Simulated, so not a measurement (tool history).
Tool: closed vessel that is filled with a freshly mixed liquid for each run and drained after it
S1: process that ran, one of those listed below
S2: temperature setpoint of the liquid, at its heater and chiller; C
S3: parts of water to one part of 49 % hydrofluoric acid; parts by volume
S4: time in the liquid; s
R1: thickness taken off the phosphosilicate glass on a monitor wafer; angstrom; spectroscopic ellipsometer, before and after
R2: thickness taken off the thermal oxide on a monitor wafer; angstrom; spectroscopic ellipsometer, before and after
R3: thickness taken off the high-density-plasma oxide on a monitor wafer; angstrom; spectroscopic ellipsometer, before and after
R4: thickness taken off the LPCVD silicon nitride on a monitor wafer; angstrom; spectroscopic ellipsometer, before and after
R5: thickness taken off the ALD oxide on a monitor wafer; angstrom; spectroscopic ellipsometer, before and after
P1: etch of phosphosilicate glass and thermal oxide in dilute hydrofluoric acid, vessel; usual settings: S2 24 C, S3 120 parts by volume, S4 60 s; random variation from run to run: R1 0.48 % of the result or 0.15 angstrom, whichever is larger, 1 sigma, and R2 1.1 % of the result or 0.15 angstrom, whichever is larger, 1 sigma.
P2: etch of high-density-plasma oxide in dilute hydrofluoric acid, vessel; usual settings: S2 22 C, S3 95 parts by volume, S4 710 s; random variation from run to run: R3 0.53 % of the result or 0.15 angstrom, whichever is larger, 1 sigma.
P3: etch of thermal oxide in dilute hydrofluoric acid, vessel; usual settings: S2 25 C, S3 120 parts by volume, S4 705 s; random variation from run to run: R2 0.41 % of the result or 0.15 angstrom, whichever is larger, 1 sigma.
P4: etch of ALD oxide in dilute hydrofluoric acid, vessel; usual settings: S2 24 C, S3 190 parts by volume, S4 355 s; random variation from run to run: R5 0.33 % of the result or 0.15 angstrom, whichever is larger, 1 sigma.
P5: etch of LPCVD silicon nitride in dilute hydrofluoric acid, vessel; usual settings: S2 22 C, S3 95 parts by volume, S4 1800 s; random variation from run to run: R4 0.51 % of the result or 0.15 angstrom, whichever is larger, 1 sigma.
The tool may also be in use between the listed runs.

| run | hour | S1 | S2 | S3 | S4 | R1 | R2 | R3 | R4 | R5 |
|---|---|---|---|---|---|---|---|---|---|---|
| 1 | 4.1 | P1 | 24 | 120 | 60 | 292.61 | 22.236 |  |  |  |
| 2 | 12.8 | P1 | 24 | 25 | 60 | 1589.9 | 119.61 |  |  |  |
| 3 | 19.9 | P2 | 22 | 95 | 710 |  |  | 400.57 |  |  |
| 4 | 27.6 | P1 | 28 | 120 | 60 | 342.97 | 25.991 |  |  |  |
| 5 | 33.3 | P3 | 25 | 120 | 225 |  | 87.592 |  |  |  |
| 6 | 37.4 | P3 | 20 | 120 | 705 |  | 224.89 |  |  |  |
| 7 | 43.5 | P5 | 22 | 175 | 1800 |  |  |  | 39.805 |  |
| 8 | 49.7 | P1 | 24 | 120 | 60 | 296.14 | 22.197 |  |  |  |
| 9 | 56.9 | P2 | 22 | 95 | 1025 |  |  | 583.21 |  |  |
| 10 | 63.3 | P5 | 22 | 95 | 1800 |  |  |  | 72.367 |  |
| 11 | 67.7 | P1 | 18.5 | 120 | 90 | 357.25 | 27.276 |  |  |  |
|  | 71.7 | thermometer replaced |
| 12 | 76.3 | P1 | 24 | 120 | 60 | 294.56 | 22.449 |  |  |  |
| 13 | 81.5 | P1 | 24 | 120 | 105 | 517.92 | 39.421 |  |  |  |
| 14 | 88 | P1 | 19 | 25 | 60 | 1282.4 | 96.542 |  |  |  |
| 15 | 92.2 | P5 | 22 | 95 | 3460 |  |  |  | 140.66 |  |
| 16 | 97.8 | P4 | 24 | 340 | 355 |  |  |  |  | 91.933 |
| 17 | 102.5 | P1 | 24 | 120 | 35 | 172.9 | 12.768 |  |  |  |
| 18 | 109.6 | P1 | 24 | 195 | 60 | 167.49 | 12.936 |  |  |  |
| 19 | 114.8 | P4 | 24 | 190 | 515 |  |  |  |  | 276.16 |
| 20 | 119.3 | P1 | 24 | 120 | 60 | 297.05 | 22.824 |  |  |  |
| 21 | 124.8 | P2 | 22 | 135 | 710 |  |  | 270.97 |  |  |
| 22 | 132.2 | P1 | 24 | 120 | 60 | 294 | 22.312 |  |  |  |
| 23 | 139.4 | P4 | 30.5 | 190 | 355 |  |  |  |  | 239.42 |
| 24 | 146.9 | P5 | 18 | 95 | 1800 |  |  |  | 55.209 |  |
| 25 | 153.8 | P3 | 25 | 120 | 705 |  | 272.11 |  |  |  |
| 26 | 160.5 | P1 | 24 | 120 | 60 | 295 | 21.965 |  |  |  |
| 27 | 168.6 | P1 | 19.5 | 120 | 60 | 247.54 | 18.945 |  |  |  |
| 28 | 177.1 | P2 | 27 | 95 | 710 |  |  | 486.25 |  |  |
| 29 | 183.7 | P3 | 25 | 165 | 705 |  | 188.08 |  |  |  |
| 30 | 188 | P4 | 24 | 190 | 355 |  |  |  |  | 190.28 |
| 31 | 194.1 | P1 | 24 | 120 | 60 | 292.03 | 22.174 |  |  |  |
| 32 | 202.8 | P5 | 22 | 95 | 1800 |  |  |  | 72.753 |  |
| 33 | 208.5 | P1 | 19.5 | 120 | 30 | 123 | 9.2414 |  |  |  |
| 34 | 212.3 | P1 | 24 | 120 | 60 | 295.11 | 22.056 |  |  |  |
| 35 | 219.9 | P1 | 24 | 120 | 60 | 299.42 | 22.87 |  |  |  |
| 36 | 227.7 | P1 | 24 | 120 | 60 | 304.42 | 22.977 |  |  |  |
| 37 | 233.7 | P1 | 24 | 120 | 60 | 306.48 | 22.818 |  |  |  |
| 38 | 241.3 | P1 | 24 | 120 | 60 | 308.46 | 23.013 |  |  |  |
| 39 | 249 | P1 | 24 | 120 | 60 | 309.83 | 23.699 |  |  |  |
| 40 | 254.8 | P1 | 24 | 120 | 60 | 310.5 | 23.478 |  |  |  |
| 41 | 261 | P1 | 24 | 120 | 60 | 311.19 | 23.979 |  |  |  |
| 42 | 265.6 | P1 | 24 | 120 | 60 | 312.81 | 23.289 |  |  |  |
| 43 | 273.2 | P1 | 24 | 120 | 60 | 309.63 | 23.397 |  |  |  |
| 44 | 278.7 | P1 | 24 | 120 | 60 | 312.54 | 23.718 |  |  |  |

What P1 gives has crept away from where it was. These 2 causes fit the log equally well, each at the size given:
A: liquid hotter than its thermometer reads (K) = 1.4
B: hydrofluoric acid flow above the setpoint (%) = 4.86
The creep began at about hour 212.3.

4 check runs are offered, one wafer each, their results left as question marks. Which one tells the causes apart?
| check 1 | 284.2 | P4 | 24 | 190 | 355 |  |  |  |  | ? |
| check 2 | 284.2 | P2 | 22 | 95 | 710 |  |  | ? |  |  |
| check 3 | 284.2 | P3 | 25 | 120 | 705 |  | ? |  |  |  |
| check 4 | 284.2 | P5 | 22 | 95 | 1800 |  |  |  | ? |  |

What each check would give under each cause:
| check | result | if A | if B |
|---|---|---|---|
| check 1 | R5 | 200.29 | 201.38 |
| check 2 | R3 | 423.05 | 421.49 |
| check 3 | R2 | 288.86 | 289 |
| check 4 | R4 | 79.856 | 76.197 |
How far apart the two closest causes lie, in the result that separates them most: check 1 0.54 %; check 2 0.37 %; check 3 0.05 %; check 4 4.69 %
Only check 4 tells the causes apart: in the others they would give nearly the same result.

Check 4 was then run and gave: R4 80.702 angstrom. Which cause is it?

It is A: liquid hotter than its thermometer reads (K).
